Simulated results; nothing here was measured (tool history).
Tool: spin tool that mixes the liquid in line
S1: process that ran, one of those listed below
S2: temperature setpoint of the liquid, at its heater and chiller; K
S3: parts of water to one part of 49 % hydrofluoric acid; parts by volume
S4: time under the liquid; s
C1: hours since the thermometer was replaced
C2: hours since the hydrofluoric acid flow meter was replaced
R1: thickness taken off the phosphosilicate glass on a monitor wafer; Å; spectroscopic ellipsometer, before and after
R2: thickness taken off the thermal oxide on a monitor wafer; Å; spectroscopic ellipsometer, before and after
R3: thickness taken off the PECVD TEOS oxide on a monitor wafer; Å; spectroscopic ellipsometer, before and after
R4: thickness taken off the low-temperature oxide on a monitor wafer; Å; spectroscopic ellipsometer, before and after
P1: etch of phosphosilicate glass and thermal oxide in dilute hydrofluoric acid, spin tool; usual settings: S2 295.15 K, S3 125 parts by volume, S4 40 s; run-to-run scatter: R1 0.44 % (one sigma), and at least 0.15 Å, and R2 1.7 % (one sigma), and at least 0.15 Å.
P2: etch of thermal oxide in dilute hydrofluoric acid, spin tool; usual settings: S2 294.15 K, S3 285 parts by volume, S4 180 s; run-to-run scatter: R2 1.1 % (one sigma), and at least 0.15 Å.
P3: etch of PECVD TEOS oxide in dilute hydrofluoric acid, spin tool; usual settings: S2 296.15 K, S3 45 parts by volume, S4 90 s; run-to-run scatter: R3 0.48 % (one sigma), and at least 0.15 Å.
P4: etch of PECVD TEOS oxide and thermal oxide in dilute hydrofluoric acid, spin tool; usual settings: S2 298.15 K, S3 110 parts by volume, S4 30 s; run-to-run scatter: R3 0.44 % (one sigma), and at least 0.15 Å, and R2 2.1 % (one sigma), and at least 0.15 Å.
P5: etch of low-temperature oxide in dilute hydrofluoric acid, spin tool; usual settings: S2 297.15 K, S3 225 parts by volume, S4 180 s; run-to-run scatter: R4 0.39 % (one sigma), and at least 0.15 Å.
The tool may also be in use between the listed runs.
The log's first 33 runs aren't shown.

{"run": 34, "hour": 319.3, "S1": "P1", "S2": 295.15, "S3": 125, "S4": 40, "C1": 285.9, "C2": 1162.2, "R1": 190.6, "R2": 13.797}
{"run": 35, "hour": 329.0, "S1": "P1", "S2": 295.15, "S3": 125, "S4": 40, "C1": 295.6, "C2": 1171.9, "R1": 192.32, "R2": 14.244}
{"run": 36, "hour": 340.3, "S1": "P1", "S2": 295.15, "S3": 125, "S4": 40, "C1": 306.9, "C2": 1183.2, "R1": 192.66, "R2": 14.072}
{"run": 37, "hour": 347.0, "S1": "P1", "S2": 295.15, "S3": 125, "S4": 40, "C1": 313.6, "C2": 1189.9, "R1": 193.52, "R2": 14.164}
{"run": 38, "hour": 355.7, "S1": "P1", "S2": 295.15, "S3": 125, "S4": 40, "C1": 322.3, "C2": 1198.6, "R1": 194.74, "R2": 14.714}
{"run": 39, "hour": 365.9, "S1": "P1", "S2": 295.15, "S3": 125, "S4": 40, "C1": 332.5, "C2": 1208.8, "R1": 195.68, "R2": 14.676}
{"run": 40, "hour": 374.9, "S1": "P1", "S2": 295.15, "S3": 125, "S4": 40, "C1": 341.5, "C2": 1217.8, "R1": 194.4, "R2": 14.325}
{"run": 41, "hour": 384.9, "S1": "P1", "S2": 295.15, "S3": 125, "S4": 40, "C1": 351.5, "C2": 1227.8, "R1": 196.0, "R2": 14.544}

The next listed run, before its measurement:
{"run": 42, "hour": 391.9, "S1": "P1", "S2": 295.15, "S3": 125, "S4": 40, "C1": 358.5, "C2": 1234.8, "R1": "?", "R2": "?"}

R1: 195.080 Å
R2: 14.6190 Å
